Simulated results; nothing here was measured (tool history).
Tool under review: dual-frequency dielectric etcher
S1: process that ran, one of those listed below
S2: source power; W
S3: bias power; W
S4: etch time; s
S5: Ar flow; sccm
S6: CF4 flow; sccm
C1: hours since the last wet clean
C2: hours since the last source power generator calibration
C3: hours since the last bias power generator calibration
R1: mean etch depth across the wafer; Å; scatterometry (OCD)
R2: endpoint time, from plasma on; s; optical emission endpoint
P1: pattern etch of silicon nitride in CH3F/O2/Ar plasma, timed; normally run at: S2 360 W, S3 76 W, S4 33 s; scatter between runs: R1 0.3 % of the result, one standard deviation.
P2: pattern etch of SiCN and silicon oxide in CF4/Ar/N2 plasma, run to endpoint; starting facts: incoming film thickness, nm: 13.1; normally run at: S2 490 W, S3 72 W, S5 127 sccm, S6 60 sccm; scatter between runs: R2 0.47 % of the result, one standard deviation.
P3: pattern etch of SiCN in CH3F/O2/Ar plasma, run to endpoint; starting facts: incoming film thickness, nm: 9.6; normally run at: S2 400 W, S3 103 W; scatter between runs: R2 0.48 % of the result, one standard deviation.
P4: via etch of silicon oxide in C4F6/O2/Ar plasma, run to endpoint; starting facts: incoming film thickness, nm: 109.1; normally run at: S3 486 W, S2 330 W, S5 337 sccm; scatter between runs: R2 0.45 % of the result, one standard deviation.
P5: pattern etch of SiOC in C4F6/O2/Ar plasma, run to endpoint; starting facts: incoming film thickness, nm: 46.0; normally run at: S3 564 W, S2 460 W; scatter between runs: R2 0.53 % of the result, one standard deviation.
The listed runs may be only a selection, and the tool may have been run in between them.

{"run": 1, "hour": 17.3, "S1": "P1", "S2": 360, "S3": 76, "S4": 33, "C1": 163.4, "C2": 408.5, "C3": 1191.6, "R1": 222.85}
{"run": 2, "hour": 30.7, "S1": "P3", "S2": 400, "S3": 103, "C1": 176.8, "C2": 421.9, "C3": 1205, "R2": 23.022}
{"run": 3, "hour": 40.5, "S1": "P1", "S2": 360, "S3": 76, "S4": 33, "C1": 186.6, "C2": 431.7, "C3": 1214.8, "R1": 222.97}
{"run": 4, "hour": 48.8, "S1": "P3", "S2": 510, "S3": 103, "C1": 194.9, "C2": 440, "C3": 1223.1, "R2": 20.909}
{"run": 5, "hour": 57.1, "S1": "P2", "S2": 490, "S3": 72, "S5": 127, "S6": 78, "C1": 203.2, "C2": 448.3, "C3": 1231.4, "R2": 13.984}
{"run": 6, "hour": 67.4, "S1": "P1", "S2": 360, "S3": 76, "S4": 33, "C1": 213.5, "C2": 458.6, "C3": 1241.7, "R1": 222.9}
{"run": 7, "hour": 80.3, "S1": "P2", "S2": 290, "S3": 72, "S5": 127, "S6": 60, "C1": 226.4, "C2": 471.5, "C3": 1254.6, "R2": 23.113}
{"run": 8, "hour": 94.4, "S1": "P4", "S2": 330, "S3": 639, "S5": 337, "C1": 240.5, "C2": 485.6, "C3": 1268.7, "R2": 24.374}
{"run": 9, "hour": 106.2, "S1": "P4", "S2": 330, "S3": 486, "S5": 337, "C1": 252.3, "C2": 497.4, "C3": 1280.5, "R2": 27.058}
{"run": 10, "hour": 114.5, "S1": "P5", "S2": 660, "S3": 564, "C1": 260.6, "C2": 505.7, "C3": 1288.8, "R2": 12.526}
{"run": 11, "hour": 125.3, "S1": "P5", "S2": 460, "S3": 564, "C1": 271.4, "C2": 516.5, "C3": 1299.6, "R2": 14.299}
{"run": 12, "hour": 142.2, "S1": "P1", "S2": 250, "S3": 104, "S4": 33, "C1": 288.3, "C2": 533.4, "C3": 1316.5, "R1": 217.55}
{"run": 13, "hour": 153.8, "S1": "P1", "S2": 250, "S3": 76, "S4": 33, "C1": 299.9, "C2": 545, "C3": 1328.1, "R1": 194.48}
{"run": 14, "hour": 170.3, "S1": "P1", "S2": 360, "S3": 76, "S4": 33, "C1": 316.4, "C2": 561.5, "C3": 1344.6, "R1": 223.13}
{"run": 15, "hour": 180.3, "S1": "P4", "S2": 330, "S3": 486, "S5": 222, "C1": 326.4, "C2": 571.5, "C3": 1354.6, "R2": 25.726}
{"run": 16, "hour": 191.7, "S1": "P2", "S2": 490, "S3": 72, "S5": 96, "S6": 60, "C1": 337.8, "C2": 582.9, "C3": 1366, "R2": 13.976}
{"run": 17, "hour": 206.5, "S1": "P3", "S2": 400, "S3": 76, "C1": 352.6, "C2": 597.7, "C3": 1380.8, "R2": 25.569}
{"run": 18, "hour": 215.4, "S1": "P1", "S2": 510, "S3": 76, "S4": 33, "C1": 361.5, "C2": 606.6, "C3": 1389.7, "R1": 254.41}
{"run": 19, "hour": 230.4, "S1": "P1", "S2": 360, "S3": 105, "S4": 33, "C1": 376.5, "C2": 621.6, "C3": 1404.7, "R1": 249.44}
{"run": 20, "hour": 241.1, "S1": "P2", "S2": 490, "S3": 57, "S5": 127, "S6": 60, "C1": 387.2, "C2": 632.3, "C3": 1415.4, "R2": 15.904}
{"run": 21, "hour": 255.3, "S1": "P4", "S2": 220, "S3": 486, "S5": 337, "C1": 401.4, "C2": 646.5, "C3": 1429.6, "R2": 31.173}
{"run": 22, "hour": 272.3, "S1": "P1", "S2": 360, "S3": 76, "S4": 47, "C1": 418.4, "C2": 663.5, "C3": 1446.6, "R1": 317.07}
{"run": 23, "hour": 288.8, "S1": "P2", "S2": 490, "S3": 72, "S5": 127, "S6": 60, "C1": 434.9, "C2": 680, "C3": 1463.1, "R2": 14.66}
{"run": 24, "hour": 296.7, "S1": "P4", "S2": 330, "S3": 486, "S5": 337, "C1": 442.8, "C2": 687.9, "C3": 1471, "R2": 27.2}
{"run": 25, "hour": 311.3, "S1": "P1", "S2": 360, "S3": 76, "S4": 18, "C1": 457.4, "C2": 702.5, "C3": 1485.6, "R1": 121.68}
{"run": 26, "hour": 323.5, "S1": "P5", "S2": 460, "S3": 796, "C1": 469.6, "C2": 714.7, "C3": 1497.8, "R2": 12.49}
{"run": 27, "hour": 334.2, "S1": "P1", "S2": 360, "S3": 76, "S4": 33, "C1": 480.3, "C2": 725.4, "C3": 1508.5, "R1": 223.03}
{"run": 28, "hour": 350.9, "S1": "P1", "S2": 360, "S3": 60, "S4": 33, "C1": 497, "C2": 742.1, "C3": 1525.2, "R1": 205.48}
{"run": 29, "hour": 360.2, "S1": "P5", "S2": 460, "S3": 564, "C1": 506.3, "C2": 751.4, "C3": 1534.5, "R2": 14.251}
{"run": 30, "hour": 369.9, "S1": "P3", "S2": 400, "S3": 103, "C1": 516, "C2": 761.1, "C3": 1544.2, "R2": 23.11}
{"run": 31, "hour": 385.8, "S1": "P1", "S2": 360, "S3": 76, "S4": 33, "C1": 531.9, "C2": 777, "C3": 1560.1, "R1": 222.42}
{"run": 32, "hour": 395.6, "S1": "P1", "S2": 360, "S3": 76, "S4": 33, "C1": 541.7, "C2": 786.8, "C3": 1569.9, "R1": 222.39}
{"hour": 410.5, "done": "wet clean of the chamber"}
{"run": 33, "hour": 411.4, "S1": "P1", "S2": 360, "S3": 76, "S4": 33, "C1": 0.9, "C2": 802.6, "C3": 1585.7, "R1": 218.93}
{"run": 34, "hour": 427.2, "S1": "P1", "S2": 360, "S3": 76, "S4": 33, "C1": 16.7, "C2": 818.4, "C3": 1601.5, "R1": 220.25}
{"run": 35, "hour": 434.9, "S1": "P1", "S2": 360, "S3": 76, "S4": 33, "C1": 24.4, "C2": 826.1, "C3": 1609.2, "R1": 219.51}
{"run": 36, "hour": 443.0, "S1": "P1", "S2": 360, "S3": 76, "S4": 33, "C1": 32.5, "C2": 834.2, "C3": 1617.3, "R1": 219.35}
{"run": 37, "hour": 455.1, "S1": "P1", "S2": 360, "S3": 76, "S4": 33, "C1": 44.6, "C2": 846.3, "C3": 1629.4, "R1": 219.38}

What P1 gives has crept away from where it was. These 2 causes fit the log equally well, each at the size given:
A: bias power that arrives under what is set, % = 4.19
B: source power that arrives under what is set, % = 3.88
The onset of the drift is placed at about hour 385.8.
Every other cause this tool's parts could produce, and why it does not fit the log:
chamber walls in a state that lowers the etch rate, %: serviced at hour 410.5, which brought nothing back

You are offered 4 check runs, listed below with question marks in place of their results; each one averages 3 wafers. Which run separates the listed causes by giving clearly different results for each?
{"run": "check 1", "hour": 467.2, "S1": "P4", "S2": 330, "S3": 486, "S5": 251, "R2": "?"}
{"run": "check 2", "hour": 467.2, "S1": "P5", "S2": 570, "S3": 687, "R2": "?"}
{"run": "check 3", "hour": 467.2, "S1": "P2", "S2": 490, "S3": 72, "S5": 127, "S6": 77, "R2": "?"}
{"run": "check 4", "hour": 467.2, "S1": "P3", "S2": 400, "S3": 79, "R2": "?"}

Predicted outcomes, by check and by cause:
check=check_1 result=R2 if_A=26.626 if_B=26.587
check=check_2 result=R2 if_A=12.431 if_B=12.408
check=check_3 result=R2 if_A=14.302 if_B=14.595
check=check_4 result=R2 if_A=25.691 if_B=25.677
Gap, in per cent, between the two causes that each check separates least, read from the result that separates them most: check 1 0.15 %; check 2 0.19 %; check 3 2.02 %; check 4 0.06 %
Check 3 is the one run that separates the causes; every other check would come out nearly the same whichever cause is at work.

The results of check 3 are: R2 14.286 s. Based on these, which of the listed causes is it?

The correct cause is A, namely: bias power that arrives under what is set, %.

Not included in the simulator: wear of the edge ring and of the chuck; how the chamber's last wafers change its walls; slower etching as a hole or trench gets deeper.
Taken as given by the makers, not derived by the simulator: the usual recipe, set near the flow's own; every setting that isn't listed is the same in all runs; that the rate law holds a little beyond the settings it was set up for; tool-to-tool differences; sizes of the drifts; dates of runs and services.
